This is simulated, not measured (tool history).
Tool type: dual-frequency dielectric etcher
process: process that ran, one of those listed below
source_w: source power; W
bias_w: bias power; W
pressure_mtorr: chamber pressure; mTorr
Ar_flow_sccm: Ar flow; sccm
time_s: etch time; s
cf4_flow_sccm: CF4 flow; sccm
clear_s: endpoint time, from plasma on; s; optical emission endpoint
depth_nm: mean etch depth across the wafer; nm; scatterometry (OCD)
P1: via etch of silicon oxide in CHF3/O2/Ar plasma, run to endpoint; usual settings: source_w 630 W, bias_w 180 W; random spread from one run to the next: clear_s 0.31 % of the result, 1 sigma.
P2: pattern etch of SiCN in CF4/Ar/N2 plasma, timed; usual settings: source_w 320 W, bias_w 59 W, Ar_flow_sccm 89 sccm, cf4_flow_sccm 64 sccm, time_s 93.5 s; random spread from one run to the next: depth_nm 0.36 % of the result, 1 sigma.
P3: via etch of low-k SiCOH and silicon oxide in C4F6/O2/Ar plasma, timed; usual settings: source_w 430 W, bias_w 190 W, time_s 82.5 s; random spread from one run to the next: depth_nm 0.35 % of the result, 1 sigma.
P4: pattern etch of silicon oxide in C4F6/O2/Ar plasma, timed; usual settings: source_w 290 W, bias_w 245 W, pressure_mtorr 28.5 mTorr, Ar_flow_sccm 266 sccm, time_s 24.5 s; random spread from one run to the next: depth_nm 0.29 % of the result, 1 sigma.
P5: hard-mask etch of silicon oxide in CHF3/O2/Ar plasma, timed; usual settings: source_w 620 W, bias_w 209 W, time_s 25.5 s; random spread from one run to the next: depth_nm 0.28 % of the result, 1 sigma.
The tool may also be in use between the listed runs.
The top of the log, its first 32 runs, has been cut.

run,hour,process,source_w,bias_w,pressure_mtorr,Ar_flow_sccm,time_s,cf4_flow_sccm,clear_s,depth_nm
33,243.6,P4,290,345,28.5,266,24.5,,,85.373
34,253.9,P5,620,209,,,25.5,,,52.353
35,260.8,P4,290,245,37.5,266,24.5,,,73.209
36,265.5,P1,630,180,,,,,390.25,
37,271.1,P1,630,180,,,,,390.52,
38,279.3,P1,630,180,,,,,395.08,
39,286.5,P1,630,180,,,,,395.86,
# hour 291.8: wet clean of the chamber
40,292.1,P1,630,180,,,,,394.83,
41,301.2,P1,630,180,,,,,394.15,

What does the tool deliver on the next run?
42,306.3,P1,630,180,,,,,?,

For run 42 the tool returned clear_s 394.51 s.

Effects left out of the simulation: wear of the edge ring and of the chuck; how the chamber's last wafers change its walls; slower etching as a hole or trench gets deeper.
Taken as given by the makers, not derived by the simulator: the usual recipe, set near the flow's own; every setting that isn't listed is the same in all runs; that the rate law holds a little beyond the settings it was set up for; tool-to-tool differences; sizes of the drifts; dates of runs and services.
